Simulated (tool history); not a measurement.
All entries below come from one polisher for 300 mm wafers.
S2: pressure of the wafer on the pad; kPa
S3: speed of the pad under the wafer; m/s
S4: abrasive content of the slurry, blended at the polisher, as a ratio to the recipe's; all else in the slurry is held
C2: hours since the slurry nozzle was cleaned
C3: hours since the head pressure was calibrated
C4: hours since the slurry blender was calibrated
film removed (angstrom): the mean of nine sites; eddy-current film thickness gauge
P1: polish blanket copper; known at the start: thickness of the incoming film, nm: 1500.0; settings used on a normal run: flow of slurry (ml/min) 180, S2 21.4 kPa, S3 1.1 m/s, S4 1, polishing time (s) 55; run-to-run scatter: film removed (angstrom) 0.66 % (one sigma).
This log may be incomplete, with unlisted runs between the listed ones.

{"run": 1, "hour": 10.2, "flow of slurry (ml/min)": 180, "S2": 21.4, "S3": 1.1, "S4": 1, "polishing time (s)": 55, "wafers polished on this pad": 746, "C2": 96.2, "C3": 719.7, "C4": 355.2, "film removed (angstrom)": 1710.8}
{"run": 2, "hour": 15.9, "flow of slurry (ml/min)": 180, "S2": 21.4, "S3": 0.58, "S4": 1, "polishing time (s)": 55, "wafers polished on this pad": 827, "C2": 101.9, "C3": 725.4, "C4": 360.9, "film removed (angstrom)": 906.28}
{"run": 3, "hour": 26.9, "flow of slurry (ml/min)": 180, "S2": 21.4, "S3": 1.1, "S4": 1, "polishing time (s)": 37, "wafers polished on this pad": 983, "C2": 112.9, "C3": 736.4, "C4": 371.9, "film removed (angstrom)": 1140.2}
{"run": 4, "hour": 37.3, "flow of slurry (ml/min)": 180, "S2": 21.4, "S3": 1.1, "S4": 1, "polishing time (s)": 55, "wafers polished on this pad": 1131, "C2": 123.3, "C3": 746.8, "C4": 382.3, "film removed (angstrom)": 1721.9}
{"run": 5, "hour": 50.0, "flow of slurry (ml/min)": 225, "S2": 21.4, "S3": 1.1, "S4": 1, "polishing time (s)": 55, "wafers polished on this pad": 1311, "C2": 136, "C3": 759.5, "C4": 395, "film removed (angstrom)": 1761.4}
{"run": 6, "hour": 60.4, "flow of slurry (ml/min)": 180, "S2": 21.4, "S3": 1.64, "S4": 1, "polishing time (s)": 55, "wafers polished on this pad": 1458, "C2": 146.4, "C3": 769.9, "C4": 405.4, "film removed (angstrom)": 2569.9}
{"run": 7, "hour": 71.4, "flow of slurry (ml/min)": 180, "S2": 9.7, "S3": 1.1, "S4": 1, "polishing time (s)": 55, "wafers polished on this pad": 1614, "C2": 157.4, "C3": 780.9, "C4": 416.4, "film removed (angstrom)": 776.71}
{"run": 8, "hour": 80.6, "flow of slurry (ml/min)": 180, "S2": 21.4, "S3": 1.1, "S4": 1, "polishing time (s)": 55, "wafers polished on this pad": 1745, "C2": 166.6, "C3": 790.1, "C4": 425.6, "film removed (angstrom)": 1704.3}
{"run": 9, "hour": 90.9, "flow of slurry (ml/min)": 180, "S2": 21.4, "S3": 1.1, "S4": 1, "polishing time (s)": 55, "wafers polished on this pad": 1891, "C2": 176.9, "C3": 800.4, "C4": 435.9, "film removed (angstrom)": 1720.2}
{"run": 10, "hour": 98.1, "flow of slurry (ml/min)": 180, "S2": 21.4, "S3": 1.1, "S4": 0.65, "polishing time (s)": 55, "wafers polished on this pad": 1993, "C2": 184.1, "C3": 807.6, "C4": 443.1, "film removed (angstrom)": 1546.8}
{"run": 11, "hour": 105.9, "flow of slurry (ml/min)": 180, "S2": 21.4, "S3": 1.1, "S4": 1, "polishing time (s)": 55, "wafers polished on this pad": 2104, "C2": 191.9, "C3": 815.4, "C4": 450.9, "film removed (angstrom)": 1705.6}
{"run": 12, "hour": 113.8, "flow of slurry (ml/min)": 180, "S2": 21.4, "S3": 1.1, "S4": 1, "polishing time (s)": 76, "wafers polished on this pad": 2216, "C2": 199.8, "C3": 823.3, "C4": 458.8, "film removed (angstrom)": 2361}
{"run": 13, "hour": 126.4, "flow of slurry (ml/min)": 180, "S2": 26.9, "S3": 1.1, "S4": 0.7, "polishing time (s)": 55, "wafers polished on this pad": 2395, "C2": 212.4, "C3": 835.9, "C4": 471.4, "film removed (angstrom)": 2007.9}
{"run": 14, "hour": 138.5, "flow of slurry (ml/min)": 180, "S2": 21.4, "S3": 1.1, "S4": 1, "polishing time (s)": 55, "wafers polished on this pad": 2566, "C2": 224.5, "C3": 848, "C4": 483.5, "film removed (angstrom)": 1723.8}
{"run": 15, "hour": 146.0, "flow of slurry (ml/min)": 180, "S2": 21.4, "S3": 1.1, "S4": 1.45, "polishing time (s)": 55, "wafers polished on this pad": 2673, "C2": 232, "C3": 855.5, "C4": 491, "film removed (angstrom)": 1830.7}
{"run": 16, "hour": 153.5, "flow of slurry (ml/min)": 180, "S2": 28.3, "S3": 1.1, "S4": 1, "polishing time (s)": 55, "wafers polished on this pad": 2779, "C2": 239.5, "C3": 863, "C4": 498.5, "film removed (angstrom)": 2259.3}
{"run": 17, "hour": 162.6, "flow of slurry (ml/min)": 110, "S2": 21.4, "S3": 1.1, "S4": 1, "polishing time (s)": 55, "wafers polished on this pad": 2908, "C2": 248.6, "C3": 872.1, "C4": 507.6, "film removed (angstrom)": 1559.1}
{"run": 18, "hour": 172.0, "flow of slurry (ml/min)": 180, "S2": 21.4, "S3": 1.1, "S4": 1, "polishing time (s)": 55, "wafers polished on this pad": 3042, "C2": 258, "C3": 881.5, "C4": 517, "film removed (angstrom)": 1710.6}
{"run": 19, "hour": 178.3, "flow of slurry (ml/min)": 180, "S2": 21.4, "S3": 1.1, "S4": 1, "polishing time (s)": 55, "wafers polished on this pad": 3131, "C2": 264.3, "C3": 887.8, "C4": 523.3, "film removed (angstrom)": 1669.2}
{"run": 20, "hour": 186.8, "flow of slurry (ml/min)": 180, "S2": 21.4, "S3": 1.1, "S4": 1, "polishing time (s)": 55, "wafers polished on this pad": 3252, "C2": 272.8, "C3": 896.3, "C4": 531.8, "film removed (angstrom)": 1655.2}
{"run": 21, "hour": 192.8, "flow of slurry (ml/min)": 180, "S2": 21.4, "S3": 1.1, "S4": 1, "polishing time (s)": 55, "wafers polished on this pad": 3337, "C2": 278.8, "C3": 902.3, "C4": 537.8, "film removed (angstrom)": 1633.2}
{"run": 22, "hour": 201.3, "flow of slurry (ml/min)": 180, "S2": 21.4, "S3": 1.1, "S4": 1, "polishing time (s)": 55, "wafers polished on this pad": 3457, "C2": 287.3, "C3": 910.8, "C4": 546.3, "film removed (angstrom)": 1615}
{"hour": 206.9, "done": "worn pad replaced by a new one"}
{"hour": 209.8, "done": "head pressure recalibrated"}
{"run": 23, "hour": 213.5, "flow of slurry (ml/min)": 180, "S2": 21.4, "S3": 1.1, "S4": 1, "polishing time (s)": 55, "wafers polished on this pad": 93, "C2": 299.5, "C3": 3.7, "C4": 558.5, "film removed (angstrom)": 1615.9}

Run 24 comes next. What will it give?
{"run": 24, "hour": 225.6, "flow of slurry (ml/min)": 180, "S2": 21.4, "S3": 1.1, "S4": 1, "polishing time (s)": 55, "wafers polished on this pad": 265, "C2": 311.6, "C3": 15.8, "C4": 570.6, "film removed (angstrom)": "?"}

{"run 24": {"film removed (angstrom)": 1625.6}}
